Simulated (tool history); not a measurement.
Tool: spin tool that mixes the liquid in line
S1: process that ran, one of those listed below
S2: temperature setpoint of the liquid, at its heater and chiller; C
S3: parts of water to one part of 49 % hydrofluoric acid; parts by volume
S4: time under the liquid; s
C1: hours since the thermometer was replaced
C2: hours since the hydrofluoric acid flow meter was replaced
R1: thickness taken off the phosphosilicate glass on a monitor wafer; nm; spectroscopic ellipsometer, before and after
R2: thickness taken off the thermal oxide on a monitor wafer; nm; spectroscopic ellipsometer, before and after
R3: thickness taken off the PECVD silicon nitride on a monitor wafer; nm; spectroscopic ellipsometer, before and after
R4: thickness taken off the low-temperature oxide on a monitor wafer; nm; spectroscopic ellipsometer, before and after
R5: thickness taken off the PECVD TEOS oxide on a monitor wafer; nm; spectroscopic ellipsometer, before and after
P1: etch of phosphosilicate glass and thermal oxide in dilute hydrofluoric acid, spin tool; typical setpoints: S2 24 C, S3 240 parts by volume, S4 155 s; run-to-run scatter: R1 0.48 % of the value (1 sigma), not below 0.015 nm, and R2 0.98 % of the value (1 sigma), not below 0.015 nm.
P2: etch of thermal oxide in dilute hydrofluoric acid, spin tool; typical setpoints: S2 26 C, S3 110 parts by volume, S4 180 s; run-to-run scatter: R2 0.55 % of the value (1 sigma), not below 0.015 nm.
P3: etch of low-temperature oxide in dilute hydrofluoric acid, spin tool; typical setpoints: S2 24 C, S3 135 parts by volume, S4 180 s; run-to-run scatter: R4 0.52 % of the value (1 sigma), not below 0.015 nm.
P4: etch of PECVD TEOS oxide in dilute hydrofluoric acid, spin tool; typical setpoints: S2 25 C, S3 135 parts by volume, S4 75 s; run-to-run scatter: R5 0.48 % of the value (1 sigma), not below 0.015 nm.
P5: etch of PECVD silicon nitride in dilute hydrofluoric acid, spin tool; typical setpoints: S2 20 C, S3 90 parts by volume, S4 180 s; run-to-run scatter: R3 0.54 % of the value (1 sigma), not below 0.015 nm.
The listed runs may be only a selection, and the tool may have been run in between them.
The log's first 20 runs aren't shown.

Run 21, hour 216.9: S1 P3, S2 17 C, S3 135 parts by volume, S4 180 s; C1 477.8; C2 1025.1. Result: R4 14.497 nm.
Run 22, hour 227.7: S1 P1, S2 24 C, S3 355 parts by volume, S4 155 s; C1 488.6; C2 1035.9. Result: R1 30.311 nm, R2 1.491 nm.
Run 23, hour 237.7: S1 P5, S2 20 C, S3 30 parts by volume, S4 180 s; C1 498.6; C2 1045.9. Result: R3 12.228 nm.
Run 24, hour 246.7: S1 P4, S2 25 C, S3 135 parts by volume, S4 15 s; C1 507.6; C2 1054.9. Result: R5 1.7803 nm.
Run 25, hour 254.1: S1 P1, S2 24 C, S3 240 parts by volume, S4 80 s; C1 515; C2 1062.3. Result: R1 26.155 nm, R2 1.2811 nm.
Run 26, hour 263.3: S1 P1, S2 24 C, S3 240 parts by volume, S4 155 s; C1 524.2; C2 1071.5. Result: R1 50.225 nm, R2 2.5126 nm.
Run 27, hour 270.5: S1 P4, S2 25 C, S3 135 parts by volume, S4 75 s; C1 531.4; C2 1078.7. Result: R5 8.7999 nm.
Run 28, hour 276.4: S1 P2, S2 34 C, S3 110 parts by volume, S4 180 s; C1 537.3; C2 1084.6. Result: R2 11.328 nm.
Run 29, hour 283.4: S1 P5, S2 20 C, S3 90 parts by volume, S4 60 s; C1 544.3; C2 1091.6. Result: R3 1.4191 nm.
Run 30, hour 289.7: S1 P2, S2 26 C, S3 65 parts by volume, S4 180 s; C1 550.6; C2 1097.9. Result: R2 14.995 nm.
Run 31, hour 295.6: S1 P1, S2 19.5 C, S3 240 parts by volume, S4 75 s; C1 556.5; C2 1103.8. Result: R1 20.607 nm, R2 1.0023 nm.
Run 32, hour 303.3: S1 P5, S2 20 C, S3 90 parts by volume, S4 180 s; C1 564.2; C2 1111.5. Result: R3 4.2262 nm.
Run 33, hour 315.3: S1 P1, S2 24 C, S3 240 parts by volume, S4 155 s; C1 576.2; C2 1123.5. Result: R1 50.454 nm, R2 2.4484 nm.
Run 34, hour 328.3: S1 P1, S2 24 C, S3 240 parts by volume, S4 155 s; C1 589.2; C2 1136.5. Result: R1 48.749 nm, R2 2.4105 nm.
Run 35, hour 339.1: S1 P1, S2 24 C, S3 240 parts by volume, S4 155 s; C1 600; C2 1147.3. Result: R1 47.863 nm, R2 2.3938 nm.
Run 36, hour 351.1: S1 P1, S2 24 C, S3 240 parts by volume, S4 155 s; C1 612; C2 1159.3. Result: R1 46.826 nm, R2 2.3327 nm.

The next listed run, before its measurement:
Run 37, hour 363: S1 P1, S2 24 C, S3 240 parts by volume, S4 155 s; C1 623.9; C2 1171.2. Result: R1 ?, R2 ?.

For run 37 the tool returned R1 47.187 nm, R2 2.3175 nm.
